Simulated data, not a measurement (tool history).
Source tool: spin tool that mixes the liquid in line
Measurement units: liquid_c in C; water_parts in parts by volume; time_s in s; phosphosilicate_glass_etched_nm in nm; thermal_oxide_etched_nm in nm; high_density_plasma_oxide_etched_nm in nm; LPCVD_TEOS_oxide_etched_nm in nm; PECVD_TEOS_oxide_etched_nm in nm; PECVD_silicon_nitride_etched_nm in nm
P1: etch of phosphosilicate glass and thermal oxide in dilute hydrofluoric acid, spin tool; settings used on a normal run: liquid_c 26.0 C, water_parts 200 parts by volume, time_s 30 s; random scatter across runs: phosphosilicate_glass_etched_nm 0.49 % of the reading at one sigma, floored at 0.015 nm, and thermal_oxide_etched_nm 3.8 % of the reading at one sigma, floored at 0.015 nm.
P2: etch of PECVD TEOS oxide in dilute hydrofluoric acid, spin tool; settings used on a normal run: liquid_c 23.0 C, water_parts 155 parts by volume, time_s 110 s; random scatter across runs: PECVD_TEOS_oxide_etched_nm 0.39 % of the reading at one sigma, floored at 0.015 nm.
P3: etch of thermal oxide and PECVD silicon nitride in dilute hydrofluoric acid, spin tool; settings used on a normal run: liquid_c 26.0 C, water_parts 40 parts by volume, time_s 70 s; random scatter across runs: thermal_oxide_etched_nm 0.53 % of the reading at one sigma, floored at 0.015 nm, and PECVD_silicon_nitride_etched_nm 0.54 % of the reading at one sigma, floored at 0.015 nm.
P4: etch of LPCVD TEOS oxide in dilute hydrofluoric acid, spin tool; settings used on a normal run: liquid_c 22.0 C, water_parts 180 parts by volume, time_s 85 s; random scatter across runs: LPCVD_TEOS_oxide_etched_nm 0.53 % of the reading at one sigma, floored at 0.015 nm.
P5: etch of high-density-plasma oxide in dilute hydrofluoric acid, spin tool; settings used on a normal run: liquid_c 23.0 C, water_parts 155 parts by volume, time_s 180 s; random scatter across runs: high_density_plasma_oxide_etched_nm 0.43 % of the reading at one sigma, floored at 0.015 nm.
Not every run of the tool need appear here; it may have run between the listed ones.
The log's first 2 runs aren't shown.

run,hour,process,liquid_c,water_parts,time_s,phosphosilicate_glass_etched_nm,thermal_oxide_etched_nm,high_density_plasma_oxide_etched_nm,LPCVD_TEOS_oxide_etched_nm,PECVD_TEOS_oxide_etched_nm,PECVD_silicon_nitride_etched_nm
3,20.9,P4,22.0,95,85,,,,47.816,,
4,25.5,P1,26.0,200,30,22.388,0.71642,,,,
5,32.0,P1,32.5,200,30,28.279,0.88212,,,,
6,40.2,P2,17.0,155,110,,,,,8.8559,
7,44.4,P5,23.0,155,85,,,2.8400,,,
8,50.1,P1,26.0,200,30,22.339,0.67459,,,,
9,54.9,P4,22.0,180,85,,,,23.102,,
10,60.5,P1,26.0,95,15,26.812,0.80503,,,,
11,67.8,P1,26.0,200,30,22.318,0.72942,,,,
12,75.5,P3,26.0,40,70,,9.05030,,,,9.1328
13,79.8,P3,32.5,40,70,,11.82600,,,,13.9100
14,85.4,P2,23.0,155,180,,,,,18.5100,
15,89.8,P3,26.0,40,130,,16.88500,,,,17.0400
16,96.8,P1,26.0,110,15,22.726,0.70247,,,,
17,101.3,P5,23.0,155,180,,,5.9824,,,
18,107.7,P3,26.0,25,70,,14.77900,,,,14.5370
19,115.7,P1,26.0,200,60,44.831,1.45760,,,,
20,120.9,P5,23.0,50,180,,,20.9960,,,
21,127.2,P5,17.0,155,180,,,4.7108,,,
22,135.0,P1,26.0,200,15,11.343,0.32817,,,,

The next listed run, before its measurement:
23,142.4,P1,26.0,60,30,?,?,,,,

phosphosilicate_glass_etched_nm: 89.420 nm
thermal_oxide_etched_nm: 2.81610 nm
